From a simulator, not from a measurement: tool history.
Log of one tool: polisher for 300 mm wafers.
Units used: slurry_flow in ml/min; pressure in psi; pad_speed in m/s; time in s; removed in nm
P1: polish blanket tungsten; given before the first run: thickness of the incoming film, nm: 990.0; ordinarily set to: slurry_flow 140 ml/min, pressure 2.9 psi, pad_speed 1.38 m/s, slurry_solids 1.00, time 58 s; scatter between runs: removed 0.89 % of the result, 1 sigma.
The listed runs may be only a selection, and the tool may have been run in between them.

| run | hour | slurry_flow | pressure | pad_speed | slurry_solids | time | wafers polished on this pad | hours since the slurry nozzle was cleaned | hours since the head pressure was calibrated | hours since the slurry blender was calibrated | hours since the slurry got fresh peroxide | removed |
|---|---|---|---|---|---|---|---|---|---|---|---|---|
| 1 | 8.7 | 140 | 2.9 | 1.38 | 1.00 | 58 | 288 | 90.4 | 467.6 | 93.8 | 33.1 | 238.62 |
| 2 | 18.8 | 140 | 2.9 | 1.38 | 1.45 | 58 | 385 | 100.5 | 477.7 | 103.9 | 43.2 | 263.51 |
| 3 | 29.8 | 140 | 2.9 | 1.38 | 1.00 | 58 | 491 | 111.5 | 488.7 | 114.9 | 54.2 | 240.34 |
| 4 | 38.7 | 85 | 2.9 | 1.38 | 1.00 | 58 | 577 | 120.4 | 497.6 | 123.8 | 63.1 | 213.15 |
| 5 | 45.2 | 100 | 2.9 | 1.38 | 1.00 | 43 | 639 | 126.9 | 504.1 | 130.3 | 69.6 | 166.24 |
| 6 | 52.2 | 140 | 3.6 | 1.38 | 1.00 | 58 | 707 | 133.9 | 511.1 | 137.3 | 76.6 | 297.94 |
| 7 | 58.8 | 140 | 2.9 | 1.38 | 1.00 | 58 | 770 | 140.5 | 517.7 | 143.9 | 83.2 | 241.38 |
| 8 | 68.1 | 140 | 2.9 | 1.38 | 1.00 | 86 | 860 | 149.8 | 527.0 | 153.2 | 92.5 | 358.78 |
|  | 74.0 | slurry blender recalibrated |
| 9 | 79.1 | 140 | 2.9 | 1.38 | 1.00 | 28 | 966 | 160.8 | 538.0 | 5.1 | 103.5 | 116.91 |
|  | 81.6 | head pressure recalibrated |
| 10 | 88.5 | 140 | 2.9 | 1.38 | 1.00 | 58 | 1056 | 170.2 | 7.0 | 14.5 | 112.9 | 240.95 |
| 11 | 98.5 | 220 | 2.9 | 1.38 | 1.00 | 58 | 1152 | 180.2 | 17.0 | 24.5 | 122.9 | 260.28 |
| 12 | 104.6 | 140 | 2.9 | 1.00 | 1.00 | 58 | 1211 | 186.3 | 23.1 | 30.6 | 129.0 | 176.85 |
| 13 | 114.6 | 140 | 2.9 | 1.38 | 0.50 | 58 | 1307 | 196.3 | 33.1 | 40.6 | 139.0 | 202.98 |
| 14 | 123.4 | 140 | 1.4 | 1.38 | 1.00 | 58 | 1392 | 205.1 | 41.9 | 49.4 | 147.8 | 115.24 |
| 15 | 134.2 | 140 | 1.3 | 1.38 | 1.25 | 58 | 1496 | 215.9 | 52.7 | 60.2 | 158.6 | 111.22 |
| 16 | 140.1 | 95 | 2.9 | 1.38 | 1.00 | 89 | 1553 | 221.8 | 58.6 | 66.1 | 164.5 | 337.28 |
| 17 | 151.9 | 140 | 2.9 | 2.12 | 1.00 | 58 | 1666 | 233.6 | 70.4 | 77.9 | 176.3 | 371.80 |
| 18 | 161.2 | 140 | 2.9 | 1.38 | 1.00 | 58 | 1756 | 242.9 | 79.7 | 87.2 | 185.6 | 239.84 |
| 19 | 169.7 | 140 | 2.9 | 1.38 | 1.00 | 58 | 1838 | 251.4 | 88.2 | 95.7 | 194.1 | 233.88 |
| 20 | 178.1 | 140 | 2.9 | 1.38 | 1.00 | 58 | 1919 | 259.8 | 96.6 | 104.1 | 202.5 | 234.83 |
| 21 | 188.6 | 140 | 2.9 | 1.38 | 1.00 | 58 | 2020 | 270.3 | 107.1 | 114.6 | 213.0 | 228.47 |
| 22 | 196.2 | 140 | 2.9 | 1.38 | 1.00 | 58 | 2093 | 277.9 | 114.7 | 122.2 | 220.6 | 226.77 |
|  | 199.6 | slurry blender recalibrated |
| 23 | 202.4 | 140 | 2.9 | 1.38 | 1.00 | 58 | 2153 | 284.1 | 120.9 | 2.8 | 226.8 | 225.20 |
|  | 209.5 | slurry tank refilled with fresh slurry and peroxide |
|  | 211.0 | worn pad replaced by a new one |
| 24 | 212.3 | 140 | 2.9 | 1.38 | 1.00 | 58 | 13 | 294.0 | 130.8 | 12.7 | 2.8 | 225.88 |
| 25 | 218.0 | 140 | 2.9 | 1.38 | 1.00 | 58 | 68 | 299.7 | 136.5 | 18.4 | 8.5 | 227.62 |
| 26 | 229.0 | 140 | 2.9 | 1.38 | 1.00 | 58 | 174 | 310.7 | 147.5 | 29.4 | 19.5 | 225.52 |

Compared with where it was, what P1 gives has crept away. Each cause listed below fits the log as well as the rest, at the size given for it:
A: slurry flow missing at the pad, % = 28.3
B: head's pressure below its setpoint, % = 6.86
At approximately hour 161.2, the process output began to creep.
Every other cause this tool's parts could produce, and why it does not fit the log:
removal rate lost through wear of the pad, %: serviced at hour 211.0, after the drift had started, without restoring the earlier output
abrasive missing from the slurry, %: serviced at hour 199.6, after the drift had started, without restoring the earlier output
peroxide lost from the slurry, %: serviced at hour 209.5, after the drift had started, without restoring the earlier output

Below are 4 check runs, each averaged over 3 wafers, with their results shown as question marks. Which of them would give clearly different results depending on which cause is behind the drift?
| check 1 | 240.0 | 140 | 2.9 | 2.10 | 1.45 | 58 |  |  |  |  |  | ? |
| check 2 | 240.0 | 140 | 2.9 | 1.38 | 1.20 | 58 |  |  |  |  |  | ? |
| check 3 | 240.0 | 85 | 2.9 | 1.38 | 1.00 | 58 |  |  |  |  |  | ? |
| check 4 | 240.0 | 140 | 2.9 | 1.04 | 1.00 | 58 |  |  |  |  |  | ? |

Predicted outcomes, by check and by cause:
| check | result | if A | if B |
|---|---|---|---|
| check 1 | removed | 372.62 | 372.68 |
| check 2 | removed | 233.87 | 233.91 |
| check 3 | removed | 191.92 | 199.52 |
| check 4 | removed | 168.75 | 168.78 |
How far apart the two closest causes lie, in the result that separates them most: check 1 0.02 %; check 2 0.02 %; check 3 3.88 %; check 4 0.02 %
Only in check 3 would the causes give clearly different results; in the remaining checks their results would be nearly the same.

Here is what check 3 returned: removed 192.90 nm. Which cause is it?

A is the cause: slurry flow missing at the pad, %.
